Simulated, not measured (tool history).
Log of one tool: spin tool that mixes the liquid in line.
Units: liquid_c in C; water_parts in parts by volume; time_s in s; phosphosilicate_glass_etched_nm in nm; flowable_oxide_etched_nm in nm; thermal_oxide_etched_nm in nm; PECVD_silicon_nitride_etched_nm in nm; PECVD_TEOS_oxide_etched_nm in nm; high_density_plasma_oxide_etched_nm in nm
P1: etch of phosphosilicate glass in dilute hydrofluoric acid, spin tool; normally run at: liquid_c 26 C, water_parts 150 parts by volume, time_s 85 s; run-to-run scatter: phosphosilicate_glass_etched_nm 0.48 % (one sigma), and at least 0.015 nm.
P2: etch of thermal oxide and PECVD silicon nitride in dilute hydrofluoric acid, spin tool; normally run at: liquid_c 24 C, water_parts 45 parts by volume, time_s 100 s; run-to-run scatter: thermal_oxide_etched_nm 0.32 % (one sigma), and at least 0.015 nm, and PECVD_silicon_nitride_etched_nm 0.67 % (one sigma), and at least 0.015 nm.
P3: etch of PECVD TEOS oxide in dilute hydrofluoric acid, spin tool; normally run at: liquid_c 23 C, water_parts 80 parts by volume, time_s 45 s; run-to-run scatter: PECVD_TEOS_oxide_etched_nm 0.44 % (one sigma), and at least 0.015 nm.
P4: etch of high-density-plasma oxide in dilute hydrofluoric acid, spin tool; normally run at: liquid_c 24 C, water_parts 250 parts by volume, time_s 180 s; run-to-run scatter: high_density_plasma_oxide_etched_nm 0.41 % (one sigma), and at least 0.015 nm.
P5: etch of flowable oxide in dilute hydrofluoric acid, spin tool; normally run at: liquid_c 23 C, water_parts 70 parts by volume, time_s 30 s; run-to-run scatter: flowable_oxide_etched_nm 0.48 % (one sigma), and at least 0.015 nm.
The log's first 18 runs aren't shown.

| run | hour | process | liquid_c | water_parts | time_s | hours since the thermometer was replaced | hours since the hydrofluoric acid flow meter was replaced | phosphosilicate_glass_etched_nm | flowable_oxide_etched_nm | thermal_oxide_etched_nm | PECVD_silicon_nitride_etched_nm | PECVD_TEOS_oxide_etched_nm | high_density_plasma_oxide_etched_nm |
|---|---|---|---|---|---|---|---|---|---|---|---|---|---|
| 19 | 287.8 | P3 | 23 | 80 | 45 | 501.9 | 791.9 |  |  |  |  | 5.0945 |  |
| 20 | 304.4 | P2 | 24 | 45 | 170 | 518.5 | 808.5 |  |  | 20.185 | 7.1591 |  |  |
| 21 | 314.4 | P1 | 26 | 150 | 160 | 528.5 | 818.5 | 65.243 |  |  |  |  |  |
| 22 | 326.9 | P1 | 20 | 150 | 30 | 541 | 831 | 9.6697 |  |  |  |  |  |
| 23 | 343.7 | P5 | 23 | 70 | 30 | 557.8 | 847.8 |  | 10.825 |  |  |  |  |
| 24 | 357.7 | P1 | 26 | 50 | 85 | 571.8 | 861.8 | 117.9 |  |  |  |  |  |
| 25 | 368.3 | P1 | 20 | 150 | 85 | 582.4 | 872.4 | 27.189 |  |  |  |  |  |
| 26 | 387 | P4 | 24 | 350 | 180 | 601.1 | 891.1 |  |  |  |  |  | 3.4146 |
| 27 | 403.4 | P1 | 26 | 150 | 85 | 617.5 | 907.5 | 34.438 |  |  |  |  |  |
| 28 | 415.9 | P1 | 31 | 150 | 85 | 630 | 920 | 41.391 |  |  |  |  |  |
| 29 | 426 | P3 | 23 | 80 | 45 | 640.1 | 930.1 |  |  |  |  | 5.1112 |  |
| 30 | 435.2 | P3 | 23 | 40 | 45 | 649.3 | 939.3 |  |  |  |  | 10.744 |  |
| 31 | 448.7 | P2 | 24 | 45 | 100 | 662.8 | 952.8 |  |  | 11.91 | 4.2394 |  |  |
| 32 | 461.7 | P1 | 26 | 150 | 85 | 675.8 | 965.8 | 34.589 |  |  |  |  |  |
| 33 | 477 | P1 | 26 | 150 | 85 | 691.1 | 981.1 | 33.682 |  |  |  |  |  |
| 34 | 487.2 | P1 | 26 | 150 | 85 | 701.3 | 991.3 | 33.557 |  |  |  |  |  |
| 35 | 500.5 | P1 | 26 | 150 | 85 | 714.6 | 1004.6 | 33.33 |  |  |  |  |  |
| 36 | 518.8 | P1 | 26 | 150 | 85 | 732.9 | 1022.9 | 32.912 |  |  |  |  |  |
| 37 | 537.4 | P1 | 26 | 150 | 85 | 751.5 | 1041.5 | 32.734 |  |  |  |  |  |
| 38 | 550.1 | P1 | 26 | 150 | 85 | 764.2 | 1054.2 | 32.939 |  |  |  |  |  |
| 39 | 561 | P1 | 26 | 150 | 85 | 775.1 | 1065.1 | 32.617 |  |  |  |  |  |

Run 40 comes next. What will it give?
| 40 | 574.1 | P1 | 26 | 150 | 85 | 788.2 | 1078.2 | ? |  |  |  |  |  |

Run 40 gave phosphosilicate_glass_etched_nm 32.52 nm.
